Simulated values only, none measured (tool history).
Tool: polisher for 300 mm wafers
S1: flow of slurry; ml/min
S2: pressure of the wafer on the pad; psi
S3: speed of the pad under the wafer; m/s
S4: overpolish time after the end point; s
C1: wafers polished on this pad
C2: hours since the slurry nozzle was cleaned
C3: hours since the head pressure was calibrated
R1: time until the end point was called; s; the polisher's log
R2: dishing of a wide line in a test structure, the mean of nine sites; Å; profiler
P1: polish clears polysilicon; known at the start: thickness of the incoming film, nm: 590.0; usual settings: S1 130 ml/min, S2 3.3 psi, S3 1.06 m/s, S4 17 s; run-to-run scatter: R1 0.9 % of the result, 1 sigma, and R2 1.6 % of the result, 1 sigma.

run,day,S1,S2,S3,S4,C1,C2,C3,R1,R2
1,0.433,130,3.3,1.06,17,887,187.1,609.3,30.803,877.48
2,0.958,130,3.3,1.06,17,992,199.7,621.9,30.641,906.48
3,1.633,130,1.5,1.06,17,1127,215.9,638.1,67.575,724.60
4,2.304,130,3.3,1.06,26,1262,232.0,654.2,30.397,902.89
5,2.700,130,4.5,1.06,17,1341,241.5,663.7,22.583,906.40
6,3.288,130,3.3,1.06,17,1458,255.6,677.8,30.329,864.10
7,3.971,130,3.3,1.06,17,1595,272.0,694.2,30.405,891.80
# day 4.262: slurry nozzle cleaned
8,4.517,180,3.3,0.74,17,1704,6.1,707.3,41.622,831.44
9,5.221,130,3.3,1.06,9,1845,23.0,724.2,30.153,768.18
10,5.617,175,3.3,1.06,17,1924,32.5,733.7,28.934,896.96
11,6.108,130,3.3,1.06,17,2022,44.3,745.5,30.633,888.02
12,6.633,130,3.3,0.48,17,2127,56.9,758.1,67.055,734.98
13,7.175,130,3.3,1.06,17,2236,69.9,771.1,30.529,857.59
14,7.733,90,3.3,1.06,17,2347,83.3,784.5,33.058,842.32
15,8.217,130,3.3,1.70,17,2444,94.9,796.1,19.234,902.30
16,8.908,130,3.3,1.06,17,2582,111.5,812.7,31.097,868.28

Forecast run 17:
17,9.683,130,3.3,1.06,17,2737,130.1,831.3,?,?

R1: 32.470 s
R2: 856.85 Å
